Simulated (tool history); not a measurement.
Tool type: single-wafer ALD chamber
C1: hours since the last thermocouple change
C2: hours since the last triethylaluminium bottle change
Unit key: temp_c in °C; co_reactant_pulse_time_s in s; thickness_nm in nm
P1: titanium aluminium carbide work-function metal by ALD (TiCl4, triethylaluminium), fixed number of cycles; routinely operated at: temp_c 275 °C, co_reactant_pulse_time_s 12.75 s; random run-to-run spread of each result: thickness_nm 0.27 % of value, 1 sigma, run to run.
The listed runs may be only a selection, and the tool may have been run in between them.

Run 1, day 0.375: temp_c 275 °C, co_reactant_pulse_time_s 12.75 s; C1 674.1; C2 664.7. Result: thickness_nm 1.8682 nm.
Run 2, day 0.542: temp_c 275 °C, co_reactant_pulse_time_s 12.75 s; C1 678.1; C2 668.7. Result: thickness_nm 1.8695 nm.
Run 3, day 0.871: temp_c 291 °C, co_reactant_pulse_time_s 12.75 s; C1 686.0; C2 676.6. Result: thickness_nm 2.0003 nm.
Run 4, day 1.071: temp_c 275 °C, co_reactant_pulse_time_s 19.37 s; C1 690.8; C2 681.4. Result: thickness_nm 1.8900 nm.
Run 5, day 1.317: temp_c 297 °C, co_reactant_pulse_time_s 6.38 s; C1 696.7; C2 687.3. Result: thickness_nm 1.8576 nm.
Run 6, day 1.688: temp_c 275 °C, co_reactant_pulse_time_s 12.75 s; C1 705.6; C2 696.2. Result: thickness_nm 1.8557 nm.
Run 7, day 1.908: temp_c 251 °C, co_reactant_pulse_time_s 12.75 s; C1 710.9; C2 701.5. Result: thickness_nm 1.6527 nm.
At day 2.021: thermocouple changed; heater temperature recalibrated.
Run 8, day 2.288: temp_c 297 °C, co_reactant_pulse_time_s 19.19 s; C1 6.5; C2 710.6. Result: thickness_nm 2.0723 nm.
Run 9, day 2.604: temp_c 293 °C, co_reactant_pulse_time_s 16.28 s; C1 14.1; C2 718.2. Result: thickness_nm 2.0472 nm.
Run 10, day 2.942: temp_c 275 °C, co_reactant_pulse_time_s 12.75 s; C1 22.2; C2 726.3. Result: thickness_nm 1.8598 nm.
Run 11, day 3.292: temp_c 275 °C, co_reactant_pulse_time_s 12.75 s; C1 30.6; C2 734.7. Result: thickness_nm 1.8713 nm.
Run 12, day 3.575: temp_c 275 °C, co_reactant_pulse_time_s 4.58 s; C1 37.4; C2 741.5. Result: thickness_nm 1.4979 nm.
Run 13, day 3.825: temp_c 275 °C, co_reactant_pulse_time_s 12.75 s; C1 43.4; C2 747.5. Result: thickness_nm 1.8749 nm.
Run 14, day 4.133: temp_c 275 °C, co_reactant_pulse_time_s 12.75 s; C1 50.8; C2 754.9. Result: thickness_nm 1.8500 nm.
Run 15, day 4.367: temp_c 275 °C, co_reactant_pulse_time_s 12.75 s; C1 56.4; C2 760.5. Result: thickness_nm 1.8443 nm.
Run 16, day 4.654: temp_c 275 °C, co_reactant_pulse_time_s 12.75 s; C1 63.3; C2 767.4. Result: thickness_nm 1.8365 nm.
Run 17, day 5.012: temp_c 275 °C, co_reactant_pulse_time_s 12.75 s; C1 71.9; C2 776.0. Result: thickness_nm 1.8235 nm.
Run 18, day 5.371: temp_c 275 °C, co_reactant_pulse_time_s 12.75 s; C1 80.5; C2 784.6. Result: thickness_nm 1.8235 nm.
Run 19, day 5.662: temp_c 275 °C, co_reactant_pulse_time_s 12.75 s; C1 87.5; C2 791.6. Result: thickness_nm 1.8187 nm.
Run 20, day 5.862: temp_c 275 °C, co_reactant_pulse_time_s 12.75 s; C1 92.3; C2 796.4. Result: thickness_nm 1.8160 nm.

Expected results for the next run?
Run 21, day 6.079: temp_c 275 °C, co_reactant_pulse_time_s 12.75 s; C1 97.5; C2 801.6. Result: thickness_nm ?.

Run 21 produced thickness_nm 1.8315 nm.
